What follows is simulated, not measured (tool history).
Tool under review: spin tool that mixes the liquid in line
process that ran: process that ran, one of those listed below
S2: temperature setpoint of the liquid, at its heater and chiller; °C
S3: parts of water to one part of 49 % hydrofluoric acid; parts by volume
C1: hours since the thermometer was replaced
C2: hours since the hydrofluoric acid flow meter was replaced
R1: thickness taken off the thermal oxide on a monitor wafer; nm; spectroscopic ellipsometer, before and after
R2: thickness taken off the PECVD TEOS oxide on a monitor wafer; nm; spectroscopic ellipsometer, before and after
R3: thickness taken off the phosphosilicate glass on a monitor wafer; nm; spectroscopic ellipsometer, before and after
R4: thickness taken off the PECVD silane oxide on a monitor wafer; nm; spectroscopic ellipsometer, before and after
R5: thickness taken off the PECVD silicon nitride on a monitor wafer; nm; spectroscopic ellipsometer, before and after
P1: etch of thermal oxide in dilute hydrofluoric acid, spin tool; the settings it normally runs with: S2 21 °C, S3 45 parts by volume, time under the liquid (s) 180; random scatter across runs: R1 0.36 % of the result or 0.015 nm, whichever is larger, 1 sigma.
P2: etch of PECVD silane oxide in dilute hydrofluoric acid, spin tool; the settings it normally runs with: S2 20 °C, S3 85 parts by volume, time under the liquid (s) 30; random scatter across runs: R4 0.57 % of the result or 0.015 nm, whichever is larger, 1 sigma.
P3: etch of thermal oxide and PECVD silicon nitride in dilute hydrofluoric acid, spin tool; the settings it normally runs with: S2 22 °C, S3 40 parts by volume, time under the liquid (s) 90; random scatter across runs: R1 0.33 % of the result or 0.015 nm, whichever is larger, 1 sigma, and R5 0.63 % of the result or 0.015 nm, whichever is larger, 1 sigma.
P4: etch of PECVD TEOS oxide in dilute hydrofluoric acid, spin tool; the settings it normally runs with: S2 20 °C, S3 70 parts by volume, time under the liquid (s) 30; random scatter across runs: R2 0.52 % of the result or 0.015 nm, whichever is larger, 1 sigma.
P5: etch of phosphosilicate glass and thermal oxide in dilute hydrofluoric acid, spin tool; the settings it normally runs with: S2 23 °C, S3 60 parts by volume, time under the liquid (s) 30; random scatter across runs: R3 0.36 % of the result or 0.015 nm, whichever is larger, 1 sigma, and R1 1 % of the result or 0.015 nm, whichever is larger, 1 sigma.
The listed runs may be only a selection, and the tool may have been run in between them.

{"run": 1, "hour": 6.1, "process that ran": "P1", "S2": 21, "S3": 45, "time under the liquid (s)": 180, "C1": 1070.5, "C2": 225.1, "R1": 18.342}
{"run": 2, "hour": 11.8, "process that ran": "P4", "S2": 20, "S3": 70, "time under the liquid (s)": 15, "C1": 1076.2, "C2": 230.8, "R2": 3.0003}
{"run": 3, "hour": 18.3, "process that ran": "P4", "S2": 20, "S3": 70, "time under the liquid (s)": 30, "C1": 1082.7, "C2": 237.3, "R2": 5.8799}
{"run": 4, "hour": 23.1, "process that ran": "P1", "S2": 17, "S3": 30, "time under the liquid (s)": 180, "C1": 1087.5, "C2": 242.1, "R1": 23.425}
{"run": 5, "hour": 28.6, "process that ran": "P5", "S2": 17.5, "S3": 60, "time under the liquid (s)": 30, "C1": 1093, "C2": 247.6, "R1": 1.9451, "R3": 33.982}
{"run": 6, "hour": 34.7, "process that ran": "P5", "S2": 23, "S3": 60, "time under the liquid (s)": 15, "C1": 1099.1, "C2": 253.7, "R1": 1.1717, "R3": 21.433}
{"run": 7, "hour": 40.1, "process that ran": "P1", "S2": 21, "S3": 30, "time under the liquid (s)": 180, "C1": 1104.5, "C2": 259.1, "R1": 27.721}
{"run": 8, "hour": 47.3, "process that ran": "P1", "S2": 25.5, "S3": 45, "time under the liquid (s)": 180, "C1": 1111.7, "C2": 266.3, "R1": 22.088}
{"run": 9, "hour": 50.9, "process that ran": "P2", "S2": 20, "S3": 30, "time under the liquid (s)": 30, "C1": 1115.3, "C2": 269.9, "R4": 30.08}
{"run": 10, "hour": 56.0, "process that ran": "P5", "S2": 23, "S3": 20, "time under the liquid (s)": 30, "C1": 1120.4, "C2": 275, "R1": 7.5566, "R3": 135.21}
{"run": 11, "hour": 59.7, "process that ran": "P4", "S2": 20, "S3": 40, "time under the liquid (s)": 30, "C1": 1124.1, "C2": 278.7, "R2": 10.851}
{"run": 12, "hour": 67.0, "process that ran": "P2", "S2": 20, "S3": 85, "time under the liquid (s)": 30, "C1": 1131.4, "C2": 286, "R4": 9.853}
{"run": 13, "hour": 75.2, "process that ran": "P1", "S2": 17, "S3": 45, "time under the liquid (s)": 180, "C1": 1139.6, "C2": 294.2, "R1": 15.456}
{"run": 14, "hour": 79.1, "process that ran": "P3", "S2": 29, "S3": 40, "time under the liquid (s)": 90, "C1": 1143.5, "C2": 298.1, "R1": 14.064, "R5": 7.4131}
{"run": 15, "hour": 85.4, "process that ran": "P1", "S2": 21, "S3": 45, "time under the liquid (s)": 300, "C1": 1149.8, "C2": 304.4, "R1": 30.569}
{"run": 16, "hour": 92.6, "process that ran": "P3", "S2": 22, "S3": 40, "time under the liquid (s)": 90, "C1": 1157, "C2": 311.6, "R1": 10.577, "R5": 4.6266}
{"run": 17, "hour": 97.9, "process that ran": "P1", "S2": 21, "S3": 45, "time under the liquid (s)": 180, "C1": 1162.3, "C2": 316.9, "R1": 18.259}
{"run": 18, "hour": 102.6, "process that ran": "P5", "S2": 23, "S3": 60, "time under the liquid (s)": 30, "C1": 1167, "C2": 321.6, "R1": 2.4386, "R3": 42.672}
{"run": 19, "hour": 110.8, "process that ran": "P1", "S2": 21, "S3": 45, "time under the liquid (s)": 40, "C1": 1175.2, "C2": 329.8, "R1": 4.0602}
{"hour": 111.8, "done": "thermometer replaced"}
{"run": 20, "hour": 118.7, "process that ran": "P4", "S2": 17, "S3": 70, "time under the liquid (s)": 30, "C1": 6.9, "C2": 337.7, "R2": 5.205}
{"run": 21, "hour": 126.9, "process that ran": "P1", "S2": 21, "S3": 45, "time under the liquid (s)": 180, "C1": 15.1, "C2": 345.9, "R1": 18.286}
{"run": 22, "hour": 134.1, "process that ran": "P1", "S2": 21, "S3": 70, "time under the liquid (s)": 180, "C1": 22.3, "C2": 353.1, "R1": 11.426}
{"run": 23, "hour": 138.9, "process that ran": "P2", "S2": 20, "S3": 85, "time under the liquid (s)": 30, "C1": 27.1, "C2": 357.9, "R4": 9.9719}
{"run": 24, "hour": 146.2, "process that ran": "P3", "S2": 22, "S3": 65, "time under the liquid (s)": 90, "C1": 34.4, "C2": 365.2, "R1": 6.3224, "R5": 2.8985}
{"run": 25, "hour": 153.9, "process that ran": "P1", "S2": 21, "S3": 45, "time under the liquid (s)": 180, "C1": 42.1, "C2": 372.9, "R1": 18.21}
{"run": 26, "hour": 157.8, "process that ran": "P3", "S2": 22, "S3": 40, "time under the liquid (s)": 15, "C1": 46, "C2": 376.8, "R1": 1.7727, "R5": 0.80105}
{"run": 27, "hour": 165.6, "process that ran": "P2", "S2": 17, "S3": 85, "time under the liquid (s)": 30, "C1": 53.8, "C2": 384.6, "R4": 8.6306}
{"run": 28, "hour": 172.3, "process that ran": "P2", "S2": 20, "S3": 85, "time under the liquid (s)": 55, "C1": 60.5, "C2": 391.3, "R4": 18.118}
{"run": 29, "hour": 176.7, "process that ran": "P1", "S2": 21, "S3": 45, "time under the liquid (s)": 180, "C1": 64.9, "C2": 395.7, "R1": 18.299}
{"run": 30, "hour": 181.5, "process that ran": "P1", "S2": 21, "S3": 45, "time under the liquid (s)": 180, "C1": 69.7, "C2": 400.5, "R1": 17.871}
{"run": 31, "hour": 187.0, "process that ran": "P1", "S2": 21, "S3": 45, "time under the liquid (s)": 180, "C1": 75.2, "C2": 406, "R1": 17.743}
{"run": 32, "hour": 194.1, "process that ran": "P1", "S2": 21, "S3": 45, "time under the liquid (s)": 180, "C1": 82.3, "C2": 413.1, "R1": 17.352}
{"run": 33, "hour": 201.8, "process that ran": "P1", "S2": 21, "S3": 45, "time under the liquid (s)": 180, "C1": 90, "C2": 420.8, "R1": 17.141}
{"run": 34, "hour": 207.1, "process that ran": "P1", "S2": 21, "S3": 45, "time under the liquid (s)": 180, "C1": 95.3, "C2": 426.1, "R1": 17.188}
{"run": 35, "hour": 211.4, "process that ran": "P1", "S2": 21, "S3": 45, "time under the liquid (s)": 180, "C1": 99.6, "C2": 430.4, "R1": 17.189}
{"run": 36, "hour": 218.5, "process that ran": "P1", "S2": 21, "S3": 45, "time under the liquid (s)": 180, "C1": 106.7, "C2": 437.5, "R1": 17.019}
{"run": 37, "hour": 225.5, "process that ran": "P1", "S2": 21, "S3": 45, "time under the liquid (s)": 180, "C1": 113.7, "C2": 444.5, "R1": 17.034}
{"run": 38, "hour": 233.6, "process that ran": "P1", "S2": 21, "S3": 45, "time under the liquid (s)": 180, "C1": 121.8, "C2": 452.6, "R1": 17.044}

What P1 gives has crept away from where it was. These 2 causes fit the log equally well, each at the size given:
A: hydrofluoric acid flow below the setpoint (%) = 6.3
B: liquid colder than its thermometer reads (K) = 1.62
Creep in the process output first set in at about hour 176.7.

The list below offers 4 check runs, each averaging the results of 2 wafers, and shows each result as a question mark. For which of them would the listed causes give clearly different results?
{"run": "check 1", "hour": 241.7, "process that ran": "P3", "S2": 27, "S3": 40, "time under the liquid (s)": 55, "R1": "?", "R5": "?"}
{"run": "check 2", "hour": 241.7, "process that ran": "P2", "S2": 17, "S3": 85, "time under the liquid (s)": 55, "R4": "?"}
{"run": "check 3", "hour": 241.7, "process that ran": "P5", "S2": 18.5, "S3": 35, "time under the liquid (s)": 30, "R1": "?", "R3": "?"}
{"run": "check 4", "hour": 241.7, "process that ran": "P4", "S2": 17, "S3": 70, "time under the liquid (s)": 15, "R2": "?"}

Outcome of each check run for each possible cause:
check=check_1 result=R1 if_A=7.418 if_B=7.4394
check=check_1 result=R5 if_A=3.693 if_B=3.5329
check=check_2 result=R4 if_A=14.927 if_B=14.953
check=check_3 result=R1 if_A=3.3257 if_B=3.3155
check=check_3 result=R3 if_A=58.398 if_B=58.22
check=check_4 result=R2 if_A=2.4434 if_B=2.4438
Smallest distance between any two causes, each pair judged by its most separating result, in per cent: check 1 4.43 %; check 2 0.18 %; check 3 0.31 %; check 4 0.02 %
Check 1 distinguishes between the causes, while the remaining checks would return nearly the same result for all of them.

After running check 1, the following was obtained: R1 7.4408 nm; R5 3.5551 nm. Which cause does this point to?

B is the cause: liquid colder than its thermometer reads (K).
